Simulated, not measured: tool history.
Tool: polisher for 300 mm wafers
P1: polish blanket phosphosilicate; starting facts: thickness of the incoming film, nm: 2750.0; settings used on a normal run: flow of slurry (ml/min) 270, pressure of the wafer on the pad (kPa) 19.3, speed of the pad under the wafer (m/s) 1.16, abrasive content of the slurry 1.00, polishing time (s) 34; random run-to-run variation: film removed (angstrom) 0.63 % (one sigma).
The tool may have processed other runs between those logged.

run   hour  flow of slurry (ml/min)  pressure of the wafer on the pad (kPa)  speed of the pad under the wafer (m/s)  abrasive content of the slurry  polishing time (s)  wafers polished on this pad  hours since the slurry nozzle was cleaned  hours since the head pressure was calibrated  hours since the slurry blender was calibrated  hours since the conditioning disc was replaced  film removed (angstrom)
  1    7.5                      270                                    19.3                                    1.16                            1.00                  34                          311                                      236.8                                         297.8                                          256.1                                           189.9                   2977.3
  2   14.8                      270                                    19.3                                    1.72                            1.00                  34                          388                                      244.1                                         305.1                                          263.4                                           197.2                   4051.0
  3   18.4                      270                                    19.3                                    1.16                            1.00                  19                          427                                      247.7                                         308.7                                          267.0                                           200.8                   1652.4
  4   24.3                      270                                    28.3                                    1.52                            1.00                  34                          489                                      253.6                                         314.6                                          272.9                                           206.7                   5385.3
  5   30.7                      270                                    10.3                                    1.16                            1.00                  34                          558                                      260.0                                         321.0                                          279.3                                           213.1                   1579.7
  6   35.9                      270                                    19.3                                    1.16                            1.00                  34                          613                                      265.2                                         326.2                                          284.5                                           218.3                   2974.4
  7   39.6                      270                                    19.3                                    1.16                            1.00                  46                          652                                      268.9                                         329.9                                          288.2                                           222.0                   3972.0
  8   43.5                      270                                    27.6                                    1.16                            1.00                  34                          694                                      272.8                                         333.8                                          292.1                                           225.9                   4229.6
  9   47.0                      270                                    19.3                                    1.16                            0.50                  34                          731                                      276.3                                         337.3                                          295.6                                           229.4                   2033.9
      51.6  -- slurry blender recalibrated
 10   53.1                      270                                    19.3                                    1.16                            1.25                  34                          796                                      282.4                                         343.4                                            1.5                                           235.5                   3286.4
 11   60.3                      270                                    19.3                                    1.16                            1.00                  34                          872                                      289.6                                         350.6                                            8.7                                           242.7                   2957.5
 12   63.6                      165                                    19.3                                    1.16                            1.00                  34                          907                                      292.9                                         353.9                                           12.0                                           246.0                   2796.6
 13   66.9                      350                                    19.3                                    1.16                            1.00                  34                          942                                      296.2                                         357.2                                           15.3                                           249.3                   3031.9
 14   74.0                      270                                    19.3                                    1.16                            1.00                  34                         1018                                      303.3                                         364.3                                           22.4                                           256.4                   2978.8
      78.4  -- conditioning disc replaced and pad reconditioned
 15   79.2                      270                                    19.3                                    1.16                            1.00                  34                         1073                                      308.5                                         369.5                                           27.6                                             0.8                   2984.1
 16   86.7                      270                                    19.3                                    0.74                            1.00                  34                         1153                                      316.0                                         377.0                                           35.1                                             8.3                   2060.5
 17   91.3                      270                                    19.3                                    1.16                            1.00                  34                         1202                                      320.6                                         381.6                                           39.7                                            12.9                   2960.4
 18   98.0                      270                                    19.3                                    1.16                            1.00                  34                         1273                                      327.3                                         388.3                                           46.4                                            19.6                   2822.2
 19  103.0                      270                                    19.3                                    1.16                            1.00                  34                         1326                                      332.3                                         393.3                                           51.4                                            24.6                   2745.5
     108.1  -- head pressure recalibrated
 20  110.2                      270                                    19.3                                    1.16                            1.00                  34                         1403                                      339.5                                           2.1                                           58.6                                            31.8                   2658.6
 21  114.3                      270                                    19.3                                    1.16                            1.00                  34                         1446                                      343.6                                           6.2                                           62.7                                            35.9                   2623.3
     115.9  -- conditioning disc replaced and pad reconditioned
 22  121.4                      270                                    19.3                                    1.16                            1.00                  34                         1522                                      350.7                                          13.3                                           69.8                                             5.5                   2595.3
 23  125.4                      270                                    19.3                                    1.16                            1.00                  34                         1564                                      354.7                                          17.3                                           73.8                                             9.5                   2584.1
 24  129.1                      270                                    19.3                                    1.16                            1.00                  34                         1604                                      358.4                                          21.0                                           77.5                                            13.2                   2607.2
 25  132.9                      270                                    19.3                                    1.16                            1.00                  34                         1644                                      362.2                                          24.8                                           81.3                                            17.0                   2602.8

What P1 gives has crept away from where it was. These 2 causes fit the log equally well, each at the size given:
A: removal rate lost through wear of the pad, % = 12.5
B: abrasive missing from the slurry, % = 23.9
Creep in the process output first set in at about hour 91.3.
All other causes, with the reason each is excluded:
slurry flow missing at the pad, %: at most 40, which would move film removed (angstrom) by -6.3 %: too little, or the wrong way
head's pressure below its setpoint, %: serviced at hour 108.1, after the drift had started, without restoring the earlier output
time polished since the conditioner stopped cutting, s: serviced at hour 115.9, after the drift had started, without restoring the earlier output

The list below offers 4 check runs, each averaging the results of 2 wafers, and shows each result as a question mark. For which of them would the listed causes give clearly different results?
check 1  136.7                      330                                    19.3                                    1.16                            1.00                  34                                                                                                                                                                                                                                             ?
check 2  136.7                      270                                    19.3                                    1.16                            0.60                  34                                                                                                                                                                                                                                             ?
check 3  136.7                      205                                    14.5                                    1.16                            1.00                  34                                                                                                                                                                                                                                             ?
check 4  136.7                      270                                    23.4                                    1.16                            1.00                  34                                                                                                                                                                                                                                             ?

How each check would come out, cause by cause:
  check                   result    if A    if B
check 1  film removed (angstrom)  2646.9  2647.1
check 2  film removed (angstrom)  1994.7  1927.6
check 3  film removed (angstrom)  1889.0  1889.2
check 4  film removed (angstrom)  3156.0  3156.3
Distance between the nearest two causes, measured in the result of the check that separates them most: check 1 0.01 %; check 2 3.42 %; check 3 0.01 %; check 4 0.01 %
The other checks would show nearly matching results whichever cause is true, so check 2 is the only one that separates the causes.

Check 2 has now been run. It gave: film removed (angstrom) 1946.4. Which of the candidate causes is it?

The cause is B: abrasive missing from the slurry, %.
